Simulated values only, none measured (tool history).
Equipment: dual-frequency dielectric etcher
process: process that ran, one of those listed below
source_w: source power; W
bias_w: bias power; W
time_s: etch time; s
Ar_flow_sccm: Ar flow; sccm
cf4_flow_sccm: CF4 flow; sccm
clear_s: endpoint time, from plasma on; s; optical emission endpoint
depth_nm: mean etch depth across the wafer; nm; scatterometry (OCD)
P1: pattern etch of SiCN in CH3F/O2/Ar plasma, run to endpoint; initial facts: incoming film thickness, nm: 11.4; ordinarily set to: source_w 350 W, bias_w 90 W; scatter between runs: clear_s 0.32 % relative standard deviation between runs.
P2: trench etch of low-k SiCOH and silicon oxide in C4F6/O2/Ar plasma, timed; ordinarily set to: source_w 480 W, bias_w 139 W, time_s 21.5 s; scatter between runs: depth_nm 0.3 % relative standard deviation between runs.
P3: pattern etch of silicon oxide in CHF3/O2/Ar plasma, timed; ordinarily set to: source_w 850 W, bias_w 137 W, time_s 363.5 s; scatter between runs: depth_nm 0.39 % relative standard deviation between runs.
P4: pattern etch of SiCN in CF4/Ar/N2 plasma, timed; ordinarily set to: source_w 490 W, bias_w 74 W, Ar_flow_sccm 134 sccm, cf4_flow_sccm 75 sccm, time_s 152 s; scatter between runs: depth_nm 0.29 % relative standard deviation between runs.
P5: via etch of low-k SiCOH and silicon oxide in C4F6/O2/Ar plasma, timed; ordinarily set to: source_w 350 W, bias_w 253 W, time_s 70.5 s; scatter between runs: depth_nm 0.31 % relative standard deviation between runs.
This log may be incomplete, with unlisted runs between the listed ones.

run   hour  process  source_w  bias_w  time_s  Ar_flow_sccm  cf4_flow_sccm  clear_s  depth_nm
  1   10.1       P1       350      90                                        30.536
  2   25.2       P2       480     139    32.5                                          99.084
  3   39.2       P3       850     137   363.5                                          740.05
      47.4  -- source power generator calibrated
  4   52.5       P1       350      90                                        30.704
  5   62.4       P5       350     253      88                                          244.09
  6     75       P1       350      56                                        36.274
  7   88.4       P2       480     139    21.5                                          65.671
  8  100.6       P1       440      90                                        28.085
  9  110.4       P2       680     139    21.5                                          75.309
 10  126.9       P1       350      90                                        30.509
     140.7  -- bias power generator calibrated
 11  141.9       P3       850     137   363.5                                          735.37
 12  154.9       P3       850     137   498.5                                          1013.5
 13  164.2       P1       350     113                                        28.024
 14  176.1       P4       490      74     152           134             98             141.32
 15  188.8       P4       490      74     152           134             75             135.42
 16  197.4       P4       490      74    83.5           134             75             74.856
 17  206.6       P5       350     253    70.5                                          195.31
 18  219.4       P1       350      90                                        30.709
 19  233.2       P4       490      58     152           134             75             124.96
 20  245.7       P5       260     253    70.5                                          174.75
 21  254.8       P4       490      74     152            91             75             143.93
 22  271.3       P5       350     192    70.5                                             178
 23    284       P4       690      74     152           134             75             183.85

Run 24 comes next. What will it give?
 24  294.4       P4       490      74     152           134             75                  ?

Run 24 produced depth_nm 135.28 nm.

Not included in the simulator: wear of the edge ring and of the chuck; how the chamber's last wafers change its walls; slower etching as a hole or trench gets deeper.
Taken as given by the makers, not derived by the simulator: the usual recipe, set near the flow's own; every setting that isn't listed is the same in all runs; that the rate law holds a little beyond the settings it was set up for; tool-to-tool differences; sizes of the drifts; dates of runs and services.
